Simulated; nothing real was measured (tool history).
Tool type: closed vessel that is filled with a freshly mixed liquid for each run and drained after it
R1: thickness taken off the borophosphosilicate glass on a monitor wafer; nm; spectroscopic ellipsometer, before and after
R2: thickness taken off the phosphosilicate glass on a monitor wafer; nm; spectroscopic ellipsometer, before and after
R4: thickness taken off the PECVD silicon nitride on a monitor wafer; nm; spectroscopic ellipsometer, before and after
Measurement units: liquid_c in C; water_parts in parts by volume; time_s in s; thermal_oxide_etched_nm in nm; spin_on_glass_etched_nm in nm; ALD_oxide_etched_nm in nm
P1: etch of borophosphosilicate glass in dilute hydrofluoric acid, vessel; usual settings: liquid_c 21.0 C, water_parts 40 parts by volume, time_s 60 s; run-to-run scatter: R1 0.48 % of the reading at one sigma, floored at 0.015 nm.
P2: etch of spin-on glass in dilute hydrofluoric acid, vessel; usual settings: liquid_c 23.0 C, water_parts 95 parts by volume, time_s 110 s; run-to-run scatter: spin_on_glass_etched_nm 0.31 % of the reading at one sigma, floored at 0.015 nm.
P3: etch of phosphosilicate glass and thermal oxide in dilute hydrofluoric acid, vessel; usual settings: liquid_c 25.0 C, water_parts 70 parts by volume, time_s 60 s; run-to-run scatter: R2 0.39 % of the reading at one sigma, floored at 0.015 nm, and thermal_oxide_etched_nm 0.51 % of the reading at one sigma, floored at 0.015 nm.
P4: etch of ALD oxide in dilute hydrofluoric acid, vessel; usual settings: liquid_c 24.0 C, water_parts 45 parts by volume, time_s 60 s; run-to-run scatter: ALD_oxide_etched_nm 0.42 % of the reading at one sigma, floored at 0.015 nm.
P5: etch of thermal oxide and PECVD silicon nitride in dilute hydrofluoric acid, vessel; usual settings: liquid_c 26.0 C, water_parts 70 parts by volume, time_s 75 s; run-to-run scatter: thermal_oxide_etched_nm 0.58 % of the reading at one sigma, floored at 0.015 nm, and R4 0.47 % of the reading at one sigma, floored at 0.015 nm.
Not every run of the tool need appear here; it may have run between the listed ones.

Run 1, hour 12.5: process P1, liquid_c 21.0 C, water_parts 40 parts by volume, time_s 60 s. Result: R1 37.138 nm.
Run 2, hour 25.4: process P3, liquid_c 29.5 C, water_parts 70 parts by volume, time_s 60 s. Result: R2 220.47 nm, thermal_oxide_etched_nm 5.1997 nm.
Run 3, hour 38.1: process P5, liquid_c 26.0 C, water_parts 105 parts by volume, time_s 75 s. Result: thermal_oxide_etched_nm 3.5007 nm, R4 3.2421 nm.
Run 4, hour 50.1: process P1, liquid_c 21.0 C, water_parts 70 parts by volume, time_s 30 s. Result: R1 10.129 nm.
Run 5, hour 57.8: process P1, liquid_c 21.0 C, water_parts 20 parts by volume, time_s 60 s. Result: R1 76.020 nm.
Run 6, hour 71.6: process P1, liquid_c 21.0 C, water_parts 60 parts by volume, time_s 60 s. Result: R1 24.264 nm.
Run 7, hour 81.2: process P5, liquid_c 26.0 C, water_parts 70 parts by volume, time_s 30 s. Result: thermal_oxide_etched_nm 2.1899 nm, R4 1.9439 nm.
Run 8, hour 90.6: process P3, liquid_c 25.0 C, water_parts 70 parts by volume, time_s 85 s. Result: R2 262.96 nm, thermal_oxide_etched_nm 6.2618 nm.
Run 9, hour 102.8: process P1, liquid_c 27.5 C, water_parts 40 parts by volume, time_s 60 s. Result: R1 48.351 nm.
Run 10, hour 118.3: process P1, liquid_c 21.0 C, water_parts 40 parts by volume, time_s 60 s. Result: R1 37.190 nm.
Run 11, hour 130.4: process P2, liquid_c 23.0 C, water_parts 95 parts by volume, time_s 160 s. Result: spin_on_glass_etched_nm 69.409 nm.
Run 12, hour 146.2: process P1, liquid_c 17.0 C, water_parts 40 parts by volume, time_s 60 s. Result: R1 31.220 nm.
Run 13, hour 161.7: process P1, liquid_c 21.0 C, water_parts 40 parts by volume, time_s 60 s. Result: R1 37.010 nm.
At hour 174.4: thermometer replaced.
Run 14, hour 176.4: process P4, liquid_c 24.0 C, water_parts 45 parts by volume, time_s 30 s. Result: ALD_oxide_etched_nm 18.359 nm.
Run 15, hour 187.1: process P2, liquid_c 23.0 C, water_parts 20 parts by volume, time_s 110 s. Result: spin_on_glass_etched_nm 249.310 nm.
Run 16, hour 197.6: process P4, liquid_c 24.0 C, water_parts 25 parts by volume, time_s 60 s. Result: ALD_oxide_etched_nm 68.540 nm.
Run 17, hour 213.1: process P3, liquid_c 25.0 C, water_parts 20 parts by volume, time_s 60 s. Result: R2 691.84 nm, thermal_oxide_etched_nm 16.5400 nm.
Run 18, hour 227.1: process P3, liquid_c 25.0 C, water_parts 70 parts by volume, time_s 60 s. Result: R2 185.14 nm, thermal_oxide_etched_nm 4.3953 nm.
Run 19, hour 235.7: process P1, liquid_c 21.0 C, water_parts 40 parts by volume, time_s 60 s. Result: R1 36.896 nm.
Run 20, hour 250.5: process P4, liquid_c 24.0 C, water_parts 45 parts by volume, time_s 60 s. Result: ALD_oxide_etched_nm 36.593 nm.
Run 21, hour 258.8: process P4, liquid_c 32.5 C, water_parts 45 parts by volume, time_s 60 s. Result: ALD_oxide_etched_nm 51.541 nm.
Run 22, hour 270.1: process P2, liquid_c 23.0 C, water_parts 95 parts by volume, time_s 110 s. Result: spin_on_glass_etched_nm 47.528 nm.
Run 23, hour 284.6: process P1, liquid_c 21.0 C, water_parts 40 parts by volume, time_s 115 s. Result: R1 70.334 nm.
Run 24, hour 298.9: process P5, liquid_c 19.0 C, water_parts 70 parts by volume, time_s 75 s. Result: thermal_oxide_etched_nm 4.1517 nm, R4 3.0494 nm.
Run 25, hour 313.7: process P2, liquid_c 27.0 C, water_parts 95 parts by volume, time_s 110 s. Result: spin_on_glass_etched_nm 55.924 nm.
Run 26, hour 328.2: process P1, liquid_c 21.0 C, water_parts 40 parts by volume, time_s 30 s. Result: R1 18.484 nm.
Run 27, hour 339.3: process P5, liquid_c 26.0 C, water_parts 70 parts by volume, time_s 75 s. Result: thermal_oxide_etched_nm 5.4839 nm, R4 4.8985 nm.
Run 28, hour 349.3: process P1, liquid_c 21.0 C, water_parts 40 parts by volume, time_s 60 s. Result: R1 36.908 nm.
Run 29, hour 363.4: process P1, liquid_c 21.0 C, water_parts 40 parts by volume, time_s 60 s. Result: R1 38.711 nm.
Run 30, hour 377.4: process P1, liquid_c 21.0 C, water_parts 40 parts by volume, time_s 60 s. Result: R1 39.403 nm.
Run 31, hour 386.7: process P1, liquid_c 21.0 C, water_parts 40 parts by volume, time_s 60 s. Result: R1 39.687 nm.
Run 32, hour 397.2: process P1, liquid_c 21.0 C, water_parts 40 parts by volume, time_s 60 s. Result: R1 39.817 nm.
Run 33, hour 410.3: process P1, liquid_c 21.0 C, water_parts 40 parts by volume, time_s 60 s. Result: R1 40.006 nm.
Run 34, hour 421.7: process P1, liquid_c 21.0 C, water_parts 40 parts by volume, time_s 60 s. Result: R1 39.766 nm.

The log shows P1 creeping away from where it was. Any of the 2 causes listed here, at the size stated for it, fits the log just as well as the others:
A: liquid hotter than its thermometer reads (K) = 1.81
B: hydrofluoric acid flow above the setpoint (%) = 7.54
Creep in the process output first set in at about hour 349.3.

Question marks stand in for the results of the 4 check runs listed below, each run on one wafer. Under which run would the listed causes show clearly different results?
Run check 1, hour 433.1: process P5, liquid_c 19.0 C, water_parts 70 parts by volume, time_s 75 s. Result: thermal_oxide_etched_nm ?, R4 ?.
Run check 2, hour 433.1: process P3, liquid_c 25.0 C, water_parts 40 parts by volume, time_s 60 s. Result: R2 ?, thermal_oxide_etched_nm ?.
Run check 3, hour 433.1: process P4, liquid_c 24.0 C, water_parts 45 parts by volume, time_s 30 s. Result: ALD_oxide_etched_nm ?.
Run check 4, hour 433.1: process P2, liquid_c 23.0 C, water_parts 20 parts by volume, time_s 150 s. Result: spin_on_glass_etched_nm ?.

If the cause were each of the candidates in turn, the checks would give the following:
  check                   result     if A     if B
check 1  thermal_oxide_etched_nm   4.4506   4.4615
check 1                       R4   3.4472   3.2659
check 2                       R2   363.97   364.85
check 2  thermal_oxide_etched_nm   8.6296   8.6505
check 3      ALD_oxide_etched_nm   19.815   19.870
check 4  spin_on_glass_etched_nm  367.420  366.670
Gap, in per cent, between the two causes that each check separates least, read from the result that separates them most: check 1 5.4 %; check 2 0.24 %; check 3 0.28 %; check 4 0.2 %
Check 1 is the one run that separates the causes; every other check would come out nearly the same whichever cause is at work.

Check 1 has now been run. It gave: thermal_oxide_etched_nm 4.4277 nm; R4 3.4752 nm. Which of the candidate causes is it?

It is A: liquid hotter than its thermometer reads (K).

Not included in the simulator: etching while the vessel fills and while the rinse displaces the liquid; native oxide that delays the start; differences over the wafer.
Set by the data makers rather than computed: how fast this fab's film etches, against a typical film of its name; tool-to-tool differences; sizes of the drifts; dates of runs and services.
